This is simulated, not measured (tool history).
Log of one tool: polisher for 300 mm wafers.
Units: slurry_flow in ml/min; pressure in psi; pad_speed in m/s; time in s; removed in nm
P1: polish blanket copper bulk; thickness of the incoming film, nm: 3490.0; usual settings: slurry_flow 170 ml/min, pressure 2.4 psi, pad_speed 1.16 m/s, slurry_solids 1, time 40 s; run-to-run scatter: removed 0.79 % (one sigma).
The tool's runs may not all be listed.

run	hour	slurry_flow	pressure	pad_speed	slurry_solids	time	wafers polished on this pad	hours since the slurry nozzle was cleaned	hours since the head pressure was calibrated	hours since the slurry blender was calibrated	removed
1	5.7	170	2.4	1.16	1	40	566	172.1	179.8	183.2	344.11
2	16.2	170	3.6	1.16	1	40	664	182.6	190.3	193.7	513.03
3	21.8	170	2.4	1.16	1	63	715	188.2	195.9	199.3	536.22
# hour 23.7: slurry nozzle cleaned
4	28.4	170	1.1	1.16	1	40	776	4.8	202.5	205.9	155.87
5	33.9	170	2.4	1.16	1	40	827	10.3	208	211.4	340.88
6	44.1	170	2.4	0.72	1	40	921	20.5	218.2	221.6	210.25
7	50.2	170	2.4	1.16	1	40	978	26.6	224.3	227.7	339.71
8	58.3	170	2.4	1.16	1	40	1053	34.7	232.4	235.8	342.47
9	65.4	240	2.4	1.16	1	40	1118	41.8	239.5	242.9	357.74
# hour 68.6: head pressure recalibrated
10	71.5	170	2.4	1.16	1	40	1175	47.9	2.9	249	348.33
11	80.8	170	2.4	1.16	0.7	40	1261	57.2	12.2	258.3	317.87
12	87.1	100	2.4	1.16	1	40	1319	63.5	18.5	264.6	309.69
13	95.8	170	2.4	1.16	1	23	1399	72.2	27.2	273.3	197.65
14	107.9	240	2.4	1.16	1.4	40	1511	84.3	39.3	285.4	380.69
15	120.3	170	2.4	1.8	1	40	1626	96.7	51.7	297.8	528.61
16	129.1	170	2.4	1.16	1.5	40	1707	105.5	60.5	306.6	372.99
17	140.4	170	2.4	1.16	1	40	1812	116.8	71.8	317.9	341.82
18	151.4	170	2.4	1.16	1	40	1913	127.8	82.8	328.9	321.88

Forecast run 19:
19	163.5	170	2.4	1.16	1	40	2025	139.9	94.9	341	?

removed: 318.31 nm

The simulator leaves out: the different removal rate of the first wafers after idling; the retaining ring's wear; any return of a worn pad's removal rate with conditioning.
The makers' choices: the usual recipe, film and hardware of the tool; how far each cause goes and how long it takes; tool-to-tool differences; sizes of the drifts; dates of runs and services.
